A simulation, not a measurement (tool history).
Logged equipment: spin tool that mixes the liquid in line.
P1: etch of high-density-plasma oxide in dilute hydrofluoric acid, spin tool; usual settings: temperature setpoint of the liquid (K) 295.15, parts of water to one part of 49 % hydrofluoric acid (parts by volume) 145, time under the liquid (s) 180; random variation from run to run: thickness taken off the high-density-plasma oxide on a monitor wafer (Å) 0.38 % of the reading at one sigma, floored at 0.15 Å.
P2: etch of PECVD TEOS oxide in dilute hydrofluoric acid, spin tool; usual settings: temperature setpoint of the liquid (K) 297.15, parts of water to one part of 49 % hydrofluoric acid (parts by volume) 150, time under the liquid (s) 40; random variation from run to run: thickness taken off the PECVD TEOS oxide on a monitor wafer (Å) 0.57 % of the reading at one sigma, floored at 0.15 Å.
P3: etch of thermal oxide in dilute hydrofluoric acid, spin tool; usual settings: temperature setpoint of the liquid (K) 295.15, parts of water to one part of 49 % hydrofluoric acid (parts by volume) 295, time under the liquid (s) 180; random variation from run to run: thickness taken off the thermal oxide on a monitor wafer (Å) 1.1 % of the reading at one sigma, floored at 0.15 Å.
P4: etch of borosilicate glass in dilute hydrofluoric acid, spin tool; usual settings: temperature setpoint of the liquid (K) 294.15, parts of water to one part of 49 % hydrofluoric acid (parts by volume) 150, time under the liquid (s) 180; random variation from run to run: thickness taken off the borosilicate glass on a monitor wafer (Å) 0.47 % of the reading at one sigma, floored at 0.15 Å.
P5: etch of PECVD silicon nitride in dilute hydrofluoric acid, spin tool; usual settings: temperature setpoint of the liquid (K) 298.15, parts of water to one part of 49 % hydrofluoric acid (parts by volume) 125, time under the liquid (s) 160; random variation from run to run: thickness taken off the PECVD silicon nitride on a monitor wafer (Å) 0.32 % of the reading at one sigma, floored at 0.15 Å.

run	hour	process that ran	temperature setpoint of the liquid (K)	parts of water to one part of 49 % hydrofluoric acid (parts by volume)	time under the liquid (s)	hours since the thermometer was replaced	hours since the hydrofluoric acid flow meter was replaced	thickness taken off the high-density-plasma oxide on a monitor wafer (Å)	thickness taken off the borosilicate glass on a monitor wafer (Å)	thickness taken off the PECVD silicon nitride on a monitor wafer (Å)	thickness taken off the PECVD TEOS oxide on a monitor wafer (Å)	thickness taken off the thermal oxide on a monitor wafer (Å)
1	14.7	P1	295.15	145	180	228.2	905.8	64.6650				
2	28.4	P4	294.15	150	180	241.9	919.5		209.920			
3	35.5	P5	298.15	125	160	249.0	926.6			78.430		
4	51.0	P2	290.65	150	40	264.5	942.1				38.699	
5	65.2	P2	297.15	30	40	278.7	956.3				290.320	
6	79.4	P1	295.15	145	180	292.9	970.5	65.3550				
7	87.5	P4	294.15	150	15	301.0	978.6		17.556			
8	100.2	P1	295.15	90	180	313.7	991.3	111.4400				
9	111.6	P2	297.15	150	40	325.1	1002.7				49.804	
10	124.8	P1	299.15	145	180	338.3	1015.9	75.7000				
11	137.5	P1	295.15	240	270	351.0	1028.6	52.8680				
12	149.3	P3	295.15	295	180	362.8	1040.4					22.9350
13	163.2	P1	295.15	145	310	376.7	1054.3	111.7800				
14	172.5	P3	290.15	295	180	386.0	1063.6					18.8050
# hour 177.1: thermometer replaced
15	187.5	P5	292.15	125	160	10.4	1078.6			52.164		
16	201.3	P1	299.15	75	180	24.2	1092.4	160.7400				
17	215.3	P3	295.15	140	180	38.2	1106.4					55.2260
18	228.4	P4	294.15	205	180	51.3	1119.5		145.580			
19	241.1	P1	295.15	145	180	64.0	1132.2	64.8530				
20	248.8	P2	297.15	150	80	71.7	1139.9				99.104	
21	261.0	P1	290.15	65	180	83.9	1152.1	128.5600				
22	272.5	P1	295.15	145	180	95.4	1163.6	65.1280				
23	280.4	P5	298.15	125	40	103.3	1171.5			19.232		
24	295.7	P1	295.15	215	180	118.6	1186.8	40.5640				
25	307.8	P3	295.15	295	15	130.7	1198.9					1.8961
26	323.6	P4	290.15	150	180	146.5	1214.7		179.860			
27	339.2	P5	298.15	195	160	162.1	1230.3			50.094		
28	354.4	P1	290.15	145	180	177.3	1245.5	52.9760				
29	362.3	P1	295.15	145	180	185.2	1253.4	65.2240				
30	372.9	P1	295.15	145	15	195.8	1264.0	5.4059				
31	385.0	P1	295.15	145	180	207.9	1276.1	64.6300				
32	392.1	P1	295.15	145	180	215.0	1283.2	66.1840				
33	407.6	P1	295.15	145	180	230.5	1298.7	67.1150				
34	415.6	P1	295.15	145	180	238.5	1306.7	68.0690				
35	430.1	P1	295.15	145	180	253.0	1321.2	68.2820				
36	443.7	P1	295.15	145	180	266.6	1334.8	67.8260				
37	457.8	P1	295.15	145	180	280.7	1348.9	68.6720				

P1 has crept away from where it was. The log is fitted equally well by each of these 2 causes, at the sizes shown:
A: hydrofluoric acid flow above the setpoint (%) = 4.85
B: liquid hotter than its thermometer reads (K) = 1.41
The process output started creeping at around hour 385.0.

Which of the 4 check runs listed below, each an average over 2 wafers with its results shown as question marks, gives clearly different results under the different listed causes?
check 1	471.9	P5	298.15	125	50					?		
check 2	471.9	P3	290.15	295	85							?
check 3	471.9	P2	292.65	150	80						?	
check 4	471.9	P4	290.15	150	50				?			

How each check would come out, cause by cause:
check	result	if A	if B
check 1	thickness taken off the PECVD silicon nitride on a monitor wafer (Å)	25.545	26.685
check 2	thickness taken off the thermal oxide on a monitor wafer (Å)	9.4518	9.3971
check 3	thickness taken off the PECVD TEOS oxide on a monitor wafer (Å)	88.044	88.172
check 4	thickness taken off the borosilicate glass on a monitor wafer (Å)	52.482	52.654
Per-check spread between the two closest causes, in the result where they differ most: check 1 4.36 %; check 2 0.58 %; check 3 0.15 %; check 4 0.33 %
The other checks would show nearly matching results whichever cause is true, so check 1 is the only one that separates the causes.

Running check 1 produced the following: thickness taken off the PECVD silicon nitride on a monitor wafer (Å) 26.876. Which one of the listed causes fits?

The cause is B: liquid hotter than its thermometer reads (K).
